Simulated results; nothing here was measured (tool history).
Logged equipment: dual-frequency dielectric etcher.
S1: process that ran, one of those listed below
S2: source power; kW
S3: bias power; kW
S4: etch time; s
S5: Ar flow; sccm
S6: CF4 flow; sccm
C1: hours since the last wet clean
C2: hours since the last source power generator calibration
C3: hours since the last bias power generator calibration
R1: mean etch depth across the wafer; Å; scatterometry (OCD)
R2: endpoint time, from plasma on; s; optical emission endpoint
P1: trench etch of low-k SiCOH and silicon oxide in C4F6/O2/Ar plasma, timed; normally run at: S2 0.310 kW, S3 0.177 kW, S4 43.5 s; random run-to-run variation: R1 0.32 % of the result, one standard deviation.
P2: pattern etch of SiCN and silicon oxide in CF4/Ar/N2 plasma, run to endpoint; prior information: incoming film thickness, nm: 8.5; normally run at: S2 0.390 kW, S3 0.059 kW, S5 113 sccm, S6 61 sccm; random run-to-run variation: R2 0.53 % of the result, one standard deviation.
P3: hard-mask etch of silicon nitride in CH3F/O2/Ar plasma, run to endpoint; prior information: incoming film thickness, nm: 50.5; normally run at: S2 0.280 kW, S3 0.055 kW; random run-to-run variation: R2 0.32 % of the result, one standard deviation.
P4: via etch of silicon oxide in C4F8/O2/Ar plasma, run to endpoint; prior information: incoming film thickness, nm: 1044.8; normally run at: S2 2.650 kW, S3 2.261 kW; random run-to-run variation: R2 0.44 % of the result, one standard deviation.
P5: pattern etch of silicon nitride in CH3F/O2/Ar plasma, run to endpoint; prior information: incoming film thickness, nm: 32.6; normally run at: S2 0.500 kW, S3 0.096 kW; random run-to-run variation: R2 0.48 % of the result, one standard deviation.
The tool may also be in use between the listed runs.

run	day	S1	S2	S3	S4	S5	S6	C1	C2	C3	R1	R2
1	0.246	P1	0.310	0.177	43.5			97.7	3010.3	3306.5	1255.20	
2	0.633	P1	0.310	0.177	61.0			107.0	3019.6	3315.8	1754.50	
3	0.912	P4	2.650	2.261				113.7	3026.3	3322.5		178.830
4	1.288	P2	0.240	0.059		113	61	122.7	3035.3	3331.5		18.952
5	1.675	P1	0.310	0.146	35.0			132.0	3044.6	3340.8	947.88	
6	1.929	P1	0.310	0.177	25.5			138.1	3050.7	3346.9	739.66	
7	2.275	P5	0.500	0.096				146.4	3059.0	3355.2		40.114
8	2.671	P1	0.420	0.144	43.5			155.9	3068.5	3364.7	1318.60	
# day 2.896: wet clean of the chamber
9	2.900	P1	0.310	0.177	43.5			0.2	3074.0	3370.2	1255.80	
10	3.142	P1	0.230	0.177	43.5			6.0	3079.8	3376.0	1122.30	
11	3.538	P5	0.500	0.076				15.5	3089.3	3385.5		43.100
12	3.771	P2	0.390	0.059		113	61	21.1	3094.9	3391.1		12.394
13	3.988	P4	2.650	3.064				26.3	3100.1	3396.3		162.650
14	4.192	P1	0.310	0.177	43.5			31.2	3105.0	3401.2	1249.20	
15	4.562	P1	0.310	0.221	43.5			40.1	3113.9	3410.1	1344.20	
16	4.833	P2	0.390	0.071		113	61	46.6	3120.4	3416.6		11.654
17	5.162	P1	0.390	0.177	43.5			54.5	3128.3	3424.5	1369.70	
18	5.508	P2	0.390	0.059		141	61	62.8	3136.6	3432.8		12.830
19	5.833	P1	0.310	0.177	43.5			70.6	3144.4	3440.6	1257.60	
20	6.071	P1	0.310	0.105	43.5			76.3	3150.1	3446.3	1070.10	
21	6.371	P1	0.310	0.177	43.5			83.5	3157.3	3453.5	1255.90	
22	6.742	P3	0.280	0.044				92.4	3166.2	3462.4		99.975
23	6.933	P2	0.390	0.059		113	81	97.0	3170.8	3467.0		11.733
24	7.325	P4	1.570	2.261				106.4	3180.2	3476.4		220.120
25	7.567	P3	0.400	0.055				112.2	3186.0	3482.2		81.376
26	7.979	P3	0.280	0.055				122.1	3195.9	3492.1		93.046
27	8.317	P5	0.310	0.096				130.2	3204.0	3500.2		47.640
28	8.721	P1	0.410	0.177	52.5			139.9	3213.7	3509.9	1687.80	
29	9.038	P5	0.500	0.096				147.5	3221.3	3517.5		39.587
30	9.271	P1	0.310	0.177	43.5			153.1	3226.9	3523.1	1253.30	
31	9.525	P1	0.310	0.177	43.5			159.2	3233.0	3529.2	1249.80	
32	9.833	P1	0.310	0.177	43.5			166.6	3240.4	3536.6	1239.80	
33	10.229	P1	0.310	0.177	43.5			176.1	3249.9	3546.1	1239.00	
34	10.642	P1	0.310	0.177	43.5			186.0	3259.8	3556.0	1235.00	
35	11.021	P1	0.310	0.177	43.5			195.1	3268.9	3565.1	1236.30	
36	11.371	P1	0.310	0.177	43.5			203.5	3277.3	3573.5	1235.60	
# day 11.538: wet clean of the chamber
37	11.717	P1	0.310	0.177	43.5			4.4	3285.6	3581.8	1227.50	
38	12.000	P1	0.310	0.177	43.5			11.2	3292.4	3588.6	1232.20	
39	12.212	P1	0.310	0.177	43.5			16.3	3297.5	3593.7	1235.70	
40	12.579	P1	0.310	0.177	43.5			25.1	3306.3	3602.5	1230.50	
41	13.004	P1	0.310	0.177	43.5			35.3	3316.5	3612.7	1230.80	

What P1 gives has crept off from where it sat before. The 2 causes that follow fit the log equally well, each at the size noted:
A: source power that arrives under what is set, % = 4.09
B: bias power that arrives under what is set, % = 4.94
Creep in the process output first set in at about day 9.271.
Each remaining cause and why it is not a fit:
chamber walls in a state that lowers the etch rate, %: serviced at day 11.538, after the drift had started, without restoring the earlier output

Each of the check runs listed below is run on 5 wafers and reports their average, with the results left as question marks. Pick the one under which the possible causes would lead to clearly different results.
check 1	13.429	P2	0.390	0.059		113	74					?
check 2	13.429	P3	0.390	0.046								?
check 3	13.429	P5	0.320	0.096								?
check 4	13.429	P4	1.630	3.014								?

If the cause were each of the candidates in turn, the checks would give the following:
check	result	if A	if B
check 1	R2	12.476	12.225
check 2	R2	88.358	88.277
check 3	R2	47.804	47.954
check 4	R2	201.250	201.190
Per check, the gap between the least separated pair of causes, taken in the result that splits them most: check 1 2.03 %; check 2 0.09 %; check 3 0.31 %; check 4 0.03 %
Check 1 tells the causes apart: in the others they would give nearly the same result.

Check 1 was carried out, with these results: R2 12.530 s. Which of the listed causes is responsible?

It was cause A: source power that arrives under what is set, %.
